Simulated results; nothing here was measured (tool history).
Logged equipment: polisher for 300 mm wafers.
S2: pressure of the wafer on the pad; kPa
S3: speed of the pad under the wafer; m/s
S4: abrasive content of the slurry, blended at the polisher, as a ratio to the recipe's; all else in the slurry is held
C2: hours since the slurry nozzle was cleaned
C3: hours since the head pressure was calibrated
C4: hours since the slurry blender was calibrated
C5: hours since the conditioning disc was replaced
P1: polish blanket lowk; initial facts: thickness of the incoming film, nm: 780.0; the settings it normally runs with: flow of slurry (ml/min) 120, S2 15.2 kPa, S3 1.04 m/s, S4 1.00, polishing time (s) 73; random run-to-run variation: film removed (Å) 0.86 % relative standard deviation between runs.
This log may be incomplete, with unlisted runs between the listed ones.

{"run": 1, "hour": 7.3, "flow of slurry (ml/min)": 120, "S2": 15.2, "S3": 1.04, "S4": 1.0, "polishing time (s)": 73, "wafers polished on this pad": 333, "C2": 251.1, "C3": 174.3, "C4": 113.8, "C5": 228.0, "film removed (Å)": 348.1}
{"run": 2, "hour": 14.4, "flow of slurry (ml/min)": 185, "S2": 15.2, "S3": 1.04, "S4": 1.0, "polishing time (s)": 73, "wafers polished on this pad": 423, "C2": 258.2, "C3": 181.4, "C4": 120.9, "C5": 235.1, "film removed (Å)": 377.62}
{"run": 3, "hour": 19.4, "flow of slurry (ml/min)": 120, "S2": 15.2, "S3": 0.74, "S4": 1.0, "polishing time (s)": 73, "wafers polished on this pad": 485, "C2": 263.2, "C3": 186.4, "C4": 125.9, "C5": 240.1, "film removed (Å)": 268.75}
{"run": 4, "hour": 24.3, "flow of slurry (ml/min)": 120, "S2": 15.2, "S3": 1.04, "S4": 1.0, "polishing time (s)": 73, "wafers polished on this pad": 547, "C2": 268.1, "C3": 191.3, "C4": 130.8, "C5": 245.0, "film removed (Å)": 349.62}
{"run": 5, "hour": 30.8, "flow of slurry (ml/min)": 120, "S2": 15.2, "S3": 1.04, "S4": 0.75, "polishing time (s)": 104, "wafers polished on this pad": 629, "C2": 274.6, "C3": 197.8, "C4": 137.3, "C5": 251.5, "film removed (Å)": 430.99}
{"run": 6, "hour": 35.0, "flow of slurry (ml/min)": 120, "S2": 15.2, "S3": 1.04, "S4": 1.0, "polishing time (s)": 33, "wafers polished on this pad": 681, "C2": 278.8, "C3": 202.0, "C4": 141.5, "C5": 255.7, "film removed (Å)": 157.51}
{"run": 7, "hour": 39.9, "flow of slurry (ml/min)": 120, "S2": 15.2, "S3": 1.04, "S4": 0.55, "polishing time (s)": 73, "wafers polished on this pad": 743, "C2": 283.7, "C3": 206.9, "C4": 146.4, "C5": 260.6, "film removed (Å)": 255.37}
{"run": 8, "hour": 44.0, "flow of slurry (ml/min)": 120, "S2": 15.2, "S3": 1.04, "S4": 1.0, "polishing time (s)": 73, "wafers polished on this pad": 794, "C2": 287.8, "C3": 211.0, "C4": 150.5, "C5": 264.7, "film removed (Å)": 349.55}
{"run": 9, "hour": 51.8, "flow of slurry (ml/min)": 120, "S2": 15.2, "S3": 1.04, "S4": 1.0, "polishing time (s)": 73, "wafers polished on this pad": 892, "C2": 295.6, "C3": 218.8, "C4": 158.3, "C5": 272.5, "film removed (Å)": 351.19}
{"run": 10, "hour": 57.9, "flow of slurry (ml/min)": 120, "S2": 15.2, "S3": 1.04, "S4": 1.0, "polishing time (s)": 73, "wafers polished on this pad": 969, "C2": 301.7, "C3": 224.9, "C4": 164.4, "C5": 278.6, "film removed (Å)": 348.82}
{"run": 11, "hour": 61.7, "flow of slurry (ml/min)": 120, "S2": 15.2, "S3": 1.64, "S4": 1.0, "polishing time (s)": 73, "wafers polished on this pad": 1017, "C2": 305.5, "C3": 228.7, "C4": 168.2, "C5": 282.4, "film removed (Å)": 501.44}
{"run": 12, "hour": 65.5, "flow of slurry (ml/min)": 120, "S2": 6.9, "S3": 1.04, "S4": 1.0, "polishing time (s)": 73, "wafers polished on this pad": 1065, "C2": 309.3, "C3": 232.5, "C4": 172.0, "C5": 286.2, "film removed (Å)": 155.37}
{"run": 13, "hour": 70.6, "flow of slurry (ml/min)": 120, "S2": 20.0, "S3": 1.04, "S4": 1.0, "polishing time (s)": 73, "wafers polished on this pad": 1129, "C2": 314.4, "C3": 237.6, "C4": 177.1, "C5": 291.3, "film removed (Å)": 460.23}
{"run": 14, "hour": 75.0, "flow of slurry (ml/min)": 120, "S2": 15.2, "S3": 1.04, "S4": 1.45, "polishing time (s)": 73, "wafers polished on this pad": 1184, "C2": 318.8, "C3": 242.0, "C4": 181.5, "C5": 295.7, "film removed (Å)": 409.53}
{"run": 15, "hour": 80.1, "flow of slurry (ml/min)": 120, "S2": 15.2, "S3": 1.04, "S4": 1.0, "polishing time (s)": 114, "wafers polished on this pad": 1248, "C2": 323.9, "C3": 247.1, "C4": 186.6, "C5": 300.8, "film removed (Å)": 542.33}
{"run": 16, "hour": 84.6, "flow of slurry (ml/min)": 90, "S2": 15.2, "S3": 1.04, "S4": 1.0, "polishing time (s)": 73, "wafers polished on this pad": 1305, "C2": 328.4, "C3": 251.6, "C4": 191.1, "C5": 305.3, "film removed (Å)": 327.65}
{"run": 17, "hour": 91.8, "flow of slurry (ml/min)": 120, "S2": 15.2, "S3": 1.04, "S4": 1.0, "polishing time (s)": 73, "wafers polished on this pad": 1395, "C2": 335.6, "C3": 258.8, "C4": 198.3, "C5": 312.5, "film removed (Å)": 350.53}

Estimate the outcome of run 18 from the log above:
{"run": 18, "hour": 96.0, "flow of slurry (ml/min)": 120, "S2": 15.2, "S3": 1.42, "S4": 0.75, "polishing time (s)": 73, "wafers polished on this pad": 1448, "C2": 339.8, "C3": 263.0, "C4": 202.5, "C5": 316.7, "film removed (Å)": "?"}

Run 18 came out at film removed (Å) 388.67.
